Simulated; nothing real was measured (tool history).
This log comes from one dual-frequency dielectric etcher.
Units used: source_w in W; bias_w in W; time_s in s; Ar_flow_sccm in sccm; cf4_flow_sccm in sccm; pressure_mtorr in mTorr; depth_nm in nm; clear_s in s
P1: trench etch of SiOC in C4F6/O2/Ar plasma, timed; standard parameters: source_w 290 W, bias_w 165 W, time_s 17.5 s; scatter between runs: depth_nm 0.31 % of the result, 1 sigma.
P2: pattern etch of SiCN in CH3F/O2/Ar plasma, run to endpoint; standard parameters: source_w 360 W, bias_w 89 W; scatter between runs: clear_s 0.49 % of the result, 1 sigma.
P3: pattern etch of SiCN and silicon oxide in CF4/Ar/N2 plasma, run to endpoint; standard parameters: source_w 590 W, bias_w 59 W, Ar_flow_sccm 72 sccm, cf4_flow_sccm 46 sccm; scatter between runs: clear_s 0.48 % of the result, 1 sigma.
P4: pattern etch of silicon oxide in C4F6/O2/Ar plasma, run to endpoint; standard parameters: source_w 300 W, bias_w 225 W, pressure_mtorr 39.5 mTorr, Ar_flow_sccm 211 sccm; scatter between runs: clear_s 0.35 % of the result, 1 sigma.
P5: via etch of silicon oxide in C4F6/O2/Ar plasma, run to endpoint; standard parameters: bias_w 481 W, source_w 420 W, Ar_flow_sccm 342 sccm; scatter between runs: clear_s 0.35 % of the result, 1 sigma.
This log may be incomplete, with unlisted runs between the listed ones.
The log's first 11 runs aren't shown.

{"run": 12, "day": 2.5, "process": "P1", "source_w": 200, "bias_w": 165, "time_s": 23.0, "depth_nm": 34.751}
{"run": 13, "day": 2.7, "process": "P1", "source_w": 350, "bias_w": 108, "time_s": 17.5, "depth_nm": 29.107}
{"run": 14, "day": 2.846, "process": "P1", "source_w": 290, "bias_w": 204, "time_s": 17.5, "depth_nm": 32.82}
{"run": 15, "day": 2.996, "process": "P1", "source_w": 290, "bias_w": 165, "time_s": 24.5, "depth_nm": 43.038}
{"run": 16, "day": 3.242, "process": "P5", "source_w": 420, "bias_w": 677, "Ar_flow_sccm": 342, "clear_s": 18.62}
{"run": 17, "day": 3.354, "process": "P4", "source_w": 300, "bias_w": 225, "Ar_flow_sccm": 211, "pressure_mtorr": 39.5, "clear_s": 16.789}
{"day": 3.479, "done": "bias power generator calibrated"}
{"run": 18, "day": 3.525, "process": "P4", "source_w": 300, "bias_w": 225, "Ar_flow_sccm": 211, "pressure_mtorr": 30.0, "clear_s": 16.205}
{"run": 19, "day": 3.758, "process": "P4", "source_w": 300, "bias_w": 275, "Ar_flow_sccm": 211, "pressure_mtorr": 39.5, "clear_s": 15.734}
{"run": 20, "day": 3.992, "process": "P2", "source_w": 360, "bias_w": 123, "clear_s": 16.614}
{"run": 21, "day": 4.233, "process": "P3", "source_w": 590, "bias_w": 59, "Ar_flow_sccm": 72, "cf4_flow_sccm": 64, "clear_s": 12.476}
{"run": 22, "day": 4.471, "process": "P1", "source_w": 290, "bias_w": 165, "time_s": 17.5, "depth_nm": 30.656}
{"run": 23, "day": 4.733, "process": "P1", "source_w": 290, "bias_w": 96, "time_s": 17.5, "depth_nm": 26.188}
{"day": 4.796, "done": "source power generator calibrated"}
{"run": 24, "day": 4.85, "process": "P1", "source_w": 290, "bias_w": 165, "time_s": 17.5, "depth_nm": 30.722}
{"run": 25, "day": 5.112, "process": "P5", "source_w": 420, "bias_w": 481, "Ar_flow_sccm": 342, "clear_s": 21.134}
{"run": 26, "day": 5.271, "process": "P1", "source_w": 380, "bias_w": 165, "time_s": 17.5, "depth_nm": 34.018}
{"run": 27, "day": 5.475, "process": "P1", "source_w": 380, "bias_w": 104, "time_s": 17.5, "depth_nm": 29.775}
{"run": 28, "day": 5.6, "process": "P2", "source_w": 360, "bias_w": 89, "clear_s": 18.958}
{"run": 29, "day": 5.833, "process": "P3", "source_w": 590, "bias_w": 44, "Ar_flow_sccm": 72, "cf4_flow_sccm": 46, "clear_s": 14.441}

For run 30, what comes out?
{"run": 30, "day": 6.038, "process": "P5", "source_w": 420, "bias_w": 481, "Ar_flow_sccm": 223, "clear_s": "?"}

Run 30 gave clear_s 20.261 s.
